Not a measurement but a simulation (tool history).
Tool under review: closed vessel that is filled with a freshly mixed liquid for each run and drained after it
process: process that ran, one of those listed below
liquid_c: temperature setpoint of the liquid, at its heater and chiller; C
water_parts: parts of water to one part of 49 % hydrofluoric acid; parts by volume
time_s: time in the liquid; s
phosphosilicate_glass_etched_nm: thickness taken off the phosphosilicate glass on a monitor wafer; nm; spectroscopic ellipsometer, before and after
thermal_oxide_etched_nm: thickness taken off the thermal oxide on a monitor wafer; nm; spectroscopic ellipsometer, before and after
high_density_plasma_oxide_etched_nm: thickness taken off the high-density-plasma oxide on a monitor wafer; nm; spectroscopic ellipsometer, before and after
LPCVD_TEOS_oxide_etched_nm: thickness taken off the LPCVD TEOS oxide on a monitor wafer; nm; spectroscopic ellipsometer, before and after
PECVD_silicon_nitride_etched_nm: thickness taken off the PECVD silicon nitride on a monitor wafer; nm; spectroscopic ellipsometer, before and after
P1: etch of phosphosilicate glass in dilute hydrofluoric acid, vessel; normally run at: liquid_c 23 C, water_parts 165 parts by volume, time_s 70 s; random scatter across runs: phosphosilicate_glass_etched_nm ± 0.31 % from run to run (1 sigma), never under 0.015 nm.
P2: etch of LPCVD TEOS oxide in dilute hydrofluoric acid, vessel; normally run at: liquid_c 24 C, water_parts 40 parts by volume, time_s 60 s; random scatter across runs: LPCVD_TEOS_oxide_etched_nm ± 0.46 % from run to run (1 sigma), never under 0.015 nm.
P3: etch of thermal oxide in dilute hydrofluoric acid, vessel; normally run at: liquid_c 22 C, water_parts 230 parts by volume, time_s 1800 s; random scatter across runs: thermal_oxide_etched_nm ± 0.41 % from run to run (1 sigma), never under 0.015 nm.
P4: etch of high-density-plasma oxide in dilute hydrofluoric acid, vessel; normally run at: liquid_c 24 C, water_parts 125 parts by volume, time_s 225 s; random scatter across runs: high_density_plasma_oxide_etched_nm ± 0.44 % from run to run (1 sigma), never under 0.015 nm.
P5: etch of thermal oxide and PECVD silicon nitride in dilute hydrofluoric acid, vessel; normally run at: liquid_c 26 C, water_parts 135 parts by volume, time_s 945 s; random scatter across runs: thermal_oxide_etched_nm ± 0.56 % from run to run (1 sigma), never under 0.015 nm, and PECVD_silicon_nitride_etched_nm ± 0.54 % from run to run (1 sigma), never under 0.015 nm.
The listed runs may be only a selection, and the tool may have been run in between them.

run	hour	process	liquid_c	water_parts	time_s	phosphosilicate_glass_etched_nm	thermal_oxide_etched_nm	high_density_plasma_oxide_etched_nm	LPCVD_TEOS_oxide_etched_nm	PECVD_silicon_nitride_etched_nm
1	5.1	P1	23	165	70	21.555				
2	9.4	P3	29.5	230	1800		40.474			
3	14.2	P4	24	125	225			9.6775		
4	18.9	P3	22	350	1800		18.216			
5	21.5	P1	23	165	30	9.2729				
6	25.6	P1	23	165	70	21.607				
7	30.1	P2	24	65	60				25.827	
8	34.8	P2	24	40	110				79.042	
9	38.4	P1	18.5	165	30	7.8042				
10	43	P5	30	135	945		40.827			49.68
11	46.4	P1	23	250	70	12.955				
12	48.9	P1	23	165	70	21.724				
13	54.5	P1	29.5	165	70	27.58				
14	57.8	P1	23	55	70	74.07				
15	61.2	P1	23	165	105	32.324				
16	65.6	P4	24	180	225			6.236		
# hour 67: thermometer replaced
17	68.3	P1	28	165	105	38.93				
18	74.1	P5	26	135	945		35.86			37.954
19	77.4	P4	24	125	30			1.2844		
20	80.5	P3	22	230	1800		30.911			
21	83.4	P1	23	165	70	21.708				
22	86	P4	24	125	225			9.6149		
23	89	P1	18	165	70	17.756				
24	91.5	P2	29.5	40	60				54.37	
25	95.1	P2	24	40	60				43.64	
26	99.8	P1	23	165	70	21.562				
27	102.9	P3	22	230	1800		30.768			
28	106.3	P5	26	135	1850		69.379			75.416
29	112	P4	17	125	225			7.2364		
30	117.5	P5	26	185	945		24.311			27.962
31	122.5	P3	22	230	3595		61.738			
32	125.9	P1	23	165	70	21.623				
33	129.8	P1	23	165	70	21.11				
34	133.7	P1	23	165	70	20.731				
35	136.4	P1	23	165	70	20.678				
36	139.1	P1	23	165	70	20.657				
37	145	P1	23	165	70	20.506				
38	150	P1	23	165	70	20.32				
39	154.2	P1	23	165	70	20.445				

What P1 gives has crept off from where it sat before. The 2 causes that follow fit the log equally well, each at the size noted:
A: hydrofluoric acid flow below the setpoint (%) = 4.53
B: liquid colder than its thermometer reads (K) = 1.43
Creep in the process output first set in at about hour 125.9.

4 check runs are offered, one wafer each, their results left as question marks. Which one tells the causes apart?
check 1	158.4	P2	28	40	95				?	
check 2	158.4	P5	30	175	945		?			?
check 3	158.4	P4	21	125	225			?		
check 4	158.4	P3	28	230	3215		?			

Expected result of each check under each candidate cause:
check	result	if A	if B
check 1	LPCVD_TEOS_oxide_etched_nm	77.183	76.519
check 2	thermal_oxide_etched_nm	28.412	28.583
check 2	PECVD_silicon_nitride_etched_nm	36.29	34.871
check 3	high_density_plasma_oxide_etched_nm	8.0887	8.0501
check 4	thermal_oxide_etched_nm	64.611	65.179
Per-check spread between the two closest causes, in the result where they differ most: check 1 0.86 %; check 2 3.99 %; check 3 0.48 %; check 4 0.88 %
Only in check 2 would the causes give clearly different results; in the remaining checks their results would be nearly the same.

After running check 2, the following was obtained: thermal_oxide_etched_nm 28.537 nm; PECVD_silicon_nitride_etched_nm 36.434 nm. Which cause does this point to?

A is the cause: hydrofluoric acid flow below the setpoint (%).
